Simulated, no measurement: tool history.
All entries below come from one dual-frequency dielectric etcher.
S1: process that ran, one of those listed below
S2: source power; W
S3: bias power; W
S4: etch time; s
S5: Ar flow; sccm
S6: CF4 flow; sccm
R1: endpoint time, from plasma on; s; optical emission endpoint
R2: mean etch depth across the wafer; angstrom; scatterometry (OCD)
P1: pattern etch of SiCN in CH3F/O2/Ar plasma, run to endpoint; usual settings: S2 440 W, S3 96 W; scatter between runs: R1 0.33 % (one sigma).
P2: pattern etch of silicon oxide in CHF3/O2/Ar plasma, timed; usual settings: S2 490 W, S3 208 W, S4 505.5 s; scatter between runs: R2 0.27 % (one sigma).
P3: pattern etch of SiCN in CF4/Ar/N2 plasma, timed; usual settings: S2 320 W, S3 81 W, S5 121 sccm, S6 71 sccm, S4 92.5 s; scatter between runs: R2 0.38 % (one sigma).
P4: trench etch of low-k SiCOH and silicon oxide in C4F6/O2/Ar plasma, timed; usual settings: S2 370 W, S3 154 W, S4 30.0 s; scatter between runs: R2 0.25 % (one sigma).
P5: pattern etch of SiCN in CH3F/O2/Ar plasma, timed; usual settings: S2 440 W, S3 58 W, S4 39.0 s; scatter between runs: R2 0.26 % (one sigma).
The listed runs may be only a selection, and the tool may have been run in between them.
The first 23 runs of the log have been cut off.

{"run": 24, "hour": 162.6, "S1": "P3", "S2": 320, "S3": 81, "S4": 92.5, "S5": 157, "S6": 71, "R2": 553.84}
{"run": 25, "hour": 167.9, "S1": "P4", "S2": 370, "S3": 210, "S4": 30.0, "R2": 933.63}
{"run": 26, "hour": 173.7, "S1": "P1", "S2": 440, "S3": 96, "R1": 26.918}
{"run": 27, "hour": 180.7, "S1": "P3", "S2": 320, "S3": 81, "S4": 92.5, "S5": 121, "S6": 58, "R2": 557.04}
{"run": 28, "hour": 185.7, "S1": "P2", "S2": 490, "S3": 208, "S4": 348.0, "R2": 6762.9}
{"run": 29, "hour": 190.9, "S1": "P2", "S2": 490, "S3": 208, "S4": 505.5, "R2": 9853.4}
{"run": 30, "hour": 197.3, "S1": "P3", "S2": 320, "S3": 81, "S4": 92.5, "S5": 121, "S6": 71, "R2": 573.71}
{"run": 31, "hour": 203.0, "S1": "P1", "S2": 290, "S3": 130, "R1": 28.147}
{"run": 32, "hour": 209.4, "S1": "P1", "S2": 440, "S3": 96, "R1": 27.013}
{"run": 33, "hour": 215.3, "S1": "P1", "S2": 440, "S3": 96, "R1": 26.887}
{"run": 34, "hour": 219.8, "S1": "P1", "S2": 440, "S3": 96, "R1": 26.803}
{"run": 35, "hour": 226.6, "S1": "P1", "S2": 440, "S3": 96, "R1": 26.786}
{"run": 36, "hour": 230.9, "S1": "P1", "S2": 440, "S3": 96, "R1": 26.792}

Run 37 comes next. What will it give?
{"hour": 234.5, "done": "wet clean of the chamber"}
{"run": 37, "hour": 238.2, "S1": "P1", "S2": 440, "S3": 96, "R1": "?"}

{"run 37": {"R1": 26.648}}

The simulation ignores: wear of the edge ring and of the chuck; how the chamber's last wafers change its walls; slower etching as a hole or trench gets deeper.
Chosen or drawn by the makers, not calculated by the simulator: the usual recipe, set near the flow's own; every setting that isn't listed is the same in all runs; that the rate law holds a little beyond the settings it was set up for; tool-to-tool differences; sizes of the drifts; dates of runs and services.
